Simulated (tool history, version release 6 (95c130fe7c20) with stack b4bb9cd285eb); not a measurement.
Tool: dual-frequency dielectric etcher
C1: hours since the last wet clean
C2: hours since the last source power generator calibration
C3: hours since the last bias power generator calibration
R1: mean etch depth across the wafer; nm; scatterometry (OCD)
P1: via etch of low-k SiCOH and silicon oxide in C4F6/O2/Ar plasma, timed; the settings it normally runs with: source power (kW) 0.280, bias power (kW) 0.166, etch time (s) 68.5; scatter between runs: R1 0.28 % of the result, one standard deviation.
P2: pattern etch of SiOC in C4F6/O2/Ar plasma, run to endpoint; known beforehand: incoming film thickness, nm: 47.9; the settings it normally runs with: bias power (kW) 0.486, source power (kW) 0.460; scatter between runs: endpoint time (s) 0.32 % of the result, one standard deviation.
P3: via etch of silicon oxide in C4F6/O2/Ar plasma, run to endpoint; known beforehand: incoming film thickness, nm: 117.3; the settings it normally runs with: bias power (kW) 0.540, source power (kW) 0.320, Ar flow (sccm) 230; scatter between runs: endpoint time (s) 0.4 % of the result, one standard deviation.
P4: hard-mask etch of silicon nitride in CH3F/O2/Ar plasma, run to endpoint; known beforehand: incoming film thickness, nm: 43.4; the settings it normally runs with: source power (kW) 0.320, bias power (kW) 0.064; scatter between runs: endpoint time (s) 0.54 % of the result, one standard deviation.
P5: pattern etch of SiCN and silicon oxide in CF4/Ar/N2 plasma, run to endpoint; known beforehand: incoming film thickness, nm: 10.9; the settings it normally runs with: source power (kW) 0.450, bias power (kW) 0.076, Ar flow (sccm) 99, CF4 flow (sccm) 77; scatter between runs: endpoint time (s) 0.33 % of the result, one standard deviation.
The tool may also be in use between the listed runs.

run 1 day=0.462 | process_that_ran=P1 source_power_(kW)=0.280 bias_power_(kW)=0.166 etch_time_(s)=68.5 | C1=252.7 C2=811.2 C3=401.2 | R1=165.660
run 2 day=0.871 | process_that_ran=P5 source_power_(kW)=0.450 bias_power_(kW)=0.076 Ar_flow_(sccm)=99 CF4_flow_(sccm)=77 | C1=262.5 C2=821.0 C3=411.0 | endpoint_time_(s)=12.538
run 3 day=1.167 | process_that_ran=P1 source_power_(kW)=0.280 bias_power_(kW)=0.166 etch_time_(s)=68.5 | C1=269.6 C2=828.1 C3=418.1 | R1=165.890
run 4 day=1.625 | process_that_ran=P1 source_power_(kW)=0.280 bias_power_(kW)=0.166 etch_time_(s)=68.5 | C1=280.6 C2=839.1 C3=429.1 | R1=165.300
run 5 day=1.921 | process_that_ran=P5 source_power_(kW)=0.450 bias_power_(kW)=0.045 Ar_flow_(sccm)=99 CF4_flow_(sccm)=77 | C1=287.7 C2=846.2 C3=436.2 | endpoint_time_(s)=14.775
run 6 day=2.396 | process_that_ran=P3 source_power_(kW)=0.230 bias_power_(kW)=0.540 Ar_flow_(sccm)=230 | C1=299.1 C2=857.6 C3=447.6 | endpoint_time_(s)=29.681
run 7 day=2.804 | process_that_ran=P1 source_power_(kW)=0.280 bias_power_(kW)=0.166 etch_time_(s)=68.5 | C1=308.9 C2=867.4 C3=457.4 | R1=165.310
run 8 day=3.229 | process_that_ran=P2 source_power_(kW)=0.460 bias_power_(kW)=0.486 | C1=319.1 C2=877.6 C3=467.6 | endpoint_time_(s)=15.835
run 9 day=3.683 | process_that_ran=P5 source_power_(kW)=0.450 bias_power_(kW)=0.076 Ar_flow_(sccm)=72 CF4_flow_(sccm)=77 | C1=330.0 C2=888.5 C3=478.5 | endpoint_time_(s)=12.014
run 10 day=3.979 | process_that_ran=P1 source_power_(kW)=0.280 bias_power_(kW)=0.166 etch_time_(s)=68.5 | C1=337.1 C2=895.6 C3=485.6 | R1=164.990
run 11 day=4.367 | process_that_ran=P1 source_power_(kW)=0.280 bias_power_(kW)=0.232 etch_time_(s)=68.5 | C1=346.4 C2=904.9 C3=494.9 | R1=185.360
run 12 day=4.625 | process_that_ran=P2 source_power_(kW)=0.600 bias_power_(kW)=0.486 | C1=352.6 C2=911.1 C3=501.1 | endpoint_time_(s)=14.259
run 13 day=5.033 | process_that_ran=P2 source_power_(kW)=0.460 bias_power_(kW)=0.486 | C1=362.4 C2=920.9 C3=510.9 | endpoint_time_(s)=15.787
run 14 day=5.396 | process_that_ran=P2 source_power_(kW)=0.460 bias_power_(kW)=0.294 | C1=371.1 C2=929.6 C3=519.6 | endpoint_time_(s)=18.928
run 15 day=5.700 | process_that_ran=P1 source_power_(kW)=0.280 bias_power_(kW)=0.166 etch_time_(s)=86.0 | C1=378.4 C2=936.9 C3=526.9 | R1=208.170
run 16 day=5.950 | process_that_ran=P3 source_power_(kW)=0.320 bias_power_(kW)=0.540 Ar_flow_(sccm)=230 | C1=384.4 C2=942.9 C3=532.9 | endpoint_time_(s)=26.340
run 17 day=6.342 | process_that_ran=P1 source_power_(kW)=0.170 bias_power_(kW)=0.166 etch_time_(s)=52.0 | C1=393.8 C2=952.3 C3=542.3 | R1=103.340
run 18 day=6.821 | process_that_ran=P1 source_power_(kW)=0.280 bias_power_(kW)=0.166 etch_time_(s)=40.0 | C1=405.3 C2=963.8 C3=553.8 | R1=97.384
run 19 day=7.183 | process_that_ran=P4 source_power_(kW)=0.320 bias_power_(kW)=0.087 | C1=414.0 C2=972.5 C3=562.5 | endpoint_time_(s)=64.135
run 20 day=7.592 | process_that_ran=P3 source_power_(kW)=0.320 bias_power_(kW)=0.540 Ar_flow_(sccm)=305 | C1=423.8 C2=982.3 C3=572.3 | endpoint_time_(s)=27.241
run 21 day=8.088 | process_that_ran=P5 source_power_(kW)=0.450 bias_power_(kW)=0.076 Ar_flow_(sccm)=99 CF4_flow_(sccm)=100 | C1=435.7 C2=994.2 C3=584.2 | endpoint_time_(s)=11.976
run 22 day=8.504 | process_that_ran=P3 source_power_(kW)=0.320 bias_power_(kW)=0.540 Ar_flow_(sccm)=230 | C1=445.7 C2=1004.2 C3=594.2 | endpoint_time_(s)=26.204
run 23 day=8.996 | process_that_ran=P4 source_power_(kW)=0.320 bias_power_(kW)=0.064 | C1=457.5 C2=1016.0 C3=606.0 | endpoint_time_(s)=70.274
run 24 day=9.475 | process_that_ran=P3 source_power_(kW)=0.320 bias_power_(kW)=0.427 Ar_flow_(sccm)=230 | C1=469.0 C2=1027.5 C3=617.5 | endpoint_time_(s)=28.579
run 25 day=9.708 | process_that_ran=P4 source_power_(kW)=0.320 bias_power_(kW)=0.064 | C1=474.6 C2=1033.1 C3=623.1 | endpoint_time_(s)=71.051
run 26 day=10.100 | process_that_ran=P1 source_power_(kW)=0.170 bias_power_(kW)=0.166 etch_time_(s)=68.5 | C1=484.0 C2=1042.5 C3=632.5 | R1=137.380
run 27 day=10.567 | process_that_ran=P1 source_power_(kW)=0.330 bias_power_(kW)=0.216 etch_time_(s)=68.5 | C1=495.2 C2=1053.7 C3=643.7 | R1=192.570
run 28 day=10.967 | process_that_ran=P1 source_power_(kW)=0.360 bias_power_(kW)=0.166 etch_time_(s)=68.5 | C1=504.8 C2=1063.3 C3=653.3 | R1=183.720
run 29 day=11.262 | process_that_ran=P1 source_power_(kW)=0.280 bias_power_(kW)=0.166 etch_time_(s)=68.5 | C1=511.9 C2=1070.4 C3=660.4 | R1=165.910
run 30 day=11.675 | process_that_ran=P1 source_power_(kW)=0.280 bias_power_(kW)=0.104 etch_time_(s)=68.5 | C1=521.8 C2=1080.3 C3=670.3 | R1=143.910
run 31 day=12.058 | process_that_ran=P5 source_power_(kW)=0.360 bias_power_(kW)=0.076 Ar_flow_(sccm)=99 CF4_flow_(sccm)=77 | C1=531.0 C2=1089.5 C3=679.5 | endpoint_time_(s)=15.237
run 32 day=12.321 | process_that_ran=P4 source_power_(kW)=0.390 bias_power_(kW)=0.064 | C1=537.3 C2=1095.8 C3=685.8 | endpoint_time_(s)=66.267
run 33 day=12.562 | process_that_ran=P1 source_power_(kW)=0.380 bias_power_(kW)=0.213 etch_time_(s)=68.5 | C1=543.1 C2=1101.6 C3=691.6 | R1=201.630
run 34 day=13.029 | process_that_ran=P1 source_power_(kW)=0.280 bias_power_(kW)=0.166 etch_time_(s)=68.5 | C1=554.3 C2=1112.8 C3=702.8 | R1=165.580
run 35 day=13.258 | process_that_ran=P1 source_power_(kW)=0.280 bias_power_(kW)=0.166 etch_time_(s)=68.5 | C1=559.8 C2=1118.3 C3=708.3 | R1=165.650
run 36 day=13.521 | process_that_ran=P1 source_power_(kW)=0.280 bias_power_(kW)=0.166 etch_time_(s)=68.5 | C1=566.1 C2=1124.6 C3=714.6 | R1=166.880
run 37 day=13.762 | process_that_ran=P1 source_power_(kW)=0.280 bias_power_(kW)=0.166 etch_time_(s)=68.5 | C1=571.9 C2=1130.4 C3=720.4 | R1=166.660
run 38 day=14.250 | process_that_ran=P1 source_power_(kW)=0.280 bias_power_(kW)=0.166 etch_time_(s)=68.5 | C1=583.6 C2=1142.1 C3=732.1 | R1=167.170
run 39 day=14.504 | process_that_ran=P1 source_power_(kW)=0.280 bias_power_(kW)=0.166 etch_time_(s)=68.5 | C1=589.7 C2=1148.2 C3=738.2 | R1=167.080
run 40 day=14.846 | process_that_ran=P1 source_power_(kW)=0.280 bias_power_(kW)=0.166 etch_time_(s)=68.5 | C1=597.9 C2=1156.4 C3=746.4 | R1=167.710
-- day=15.017 wet clean of the chamber
run 41 day=15.179 | process_that_ran=P1 source_power_(kW)=0.280 bias_power_(kW)=0.166 etch_time_(s)=68.5 | C1=4.0 C2=1164.4 C3=754.4 | R1=168.990
run 42 day=15.404 | process_that_ran=P1 source_power_(kW)=0.280 bias_power_(kW)=0.166 etch_time_(s)=68.5 | C1=9.4 C2=1169.8 C3=759.8 | R1=168.370
run 43 day=15.829 | process_that_ran=P1 source_power_(kW)=0.280 bias_power_(kW)=0.166 etch_time_(s)=68.5 | C1=19.6 C2=1180.0 C3=770.0 | R1=168.620
run 44 day=16.117 | process_that_ran=P1 source_power_(kW)=0.280 bias_power_(kW)=0.166 etch_time_(s)=68.5 | C1=26.5 C2=1186.9 C3=776.9 | R1=168.650

The output of P1 has drifted from where it used to be. Each of the 2 causes below, taken at the size shown beside it, accounts for the log equally well:
A: bias power that arrives over what is set, % = 4.73
B: source power that arrives over what is set, % = 3.89
The gradual shift began around day 13.029.
Why every other cause is out:
chamber walls in a state that raises the etch rate, %: its service at day 15.017 followed the start of the drift and did not put the process back to its old value

The 4 check runs listed below each average the results of 2 wafers, and their outcomes are marked with question marks. Under which run would the listed causes produce clearly different results?
run check 1 day=16.404 | process_that_ran=P4 source_power_(kW)=0.390 bias_power_(kW)=0.076 | endpoint_time_(s)=?
run check 2 day=16.404 | process_that_ran=P5 source_power_(kW)=0.450 bias_power_(kW)=0.053 Ar_flow_(sccm)=99 CF4_flow_(sccm)=91 | endpoint_time_(s)=?
run check 3 day=16.404 | process_that_ran=P2 source_power_(kW)=0.580 bias_power_(kW)=0.320 | endpoint_time_(s)=?
run check 4 day=16.404 | process_that_ran=P3 source_power_(kW)=0.240 bias_power_(kW)=0.540 Ar_flow_(sccm)=274 | endpoint_time_(s)=?

Check results expected under each cause:
check=check_1 result=endpoint_time_(s) if_A=60.945 if_B=61.050
check=check_2 result=endpoint_time_(s) if_A=13.497 if_B=13.227
check=check_3 result=endpoint_time_(s) if_A=16.477 if_B=16.498
check=check_4 result=endpoint_time_(s) if_A=29.202 if_B=29.319
How far apart the two closest causes lie, in the result that separates them most: check 1 0.17 %; check 2 2.02 %; check 3 0.13 %; check 4 0.4 %
Check 2 is the one run that separates the causes; every other check would come out nearly the same whichever cause is at work.

After running check 2, the following was obtained: endpoint time (s) 13.485. Which cause does this point to?

The correct cause is A, namely: bias power that arrives over what is set, %.
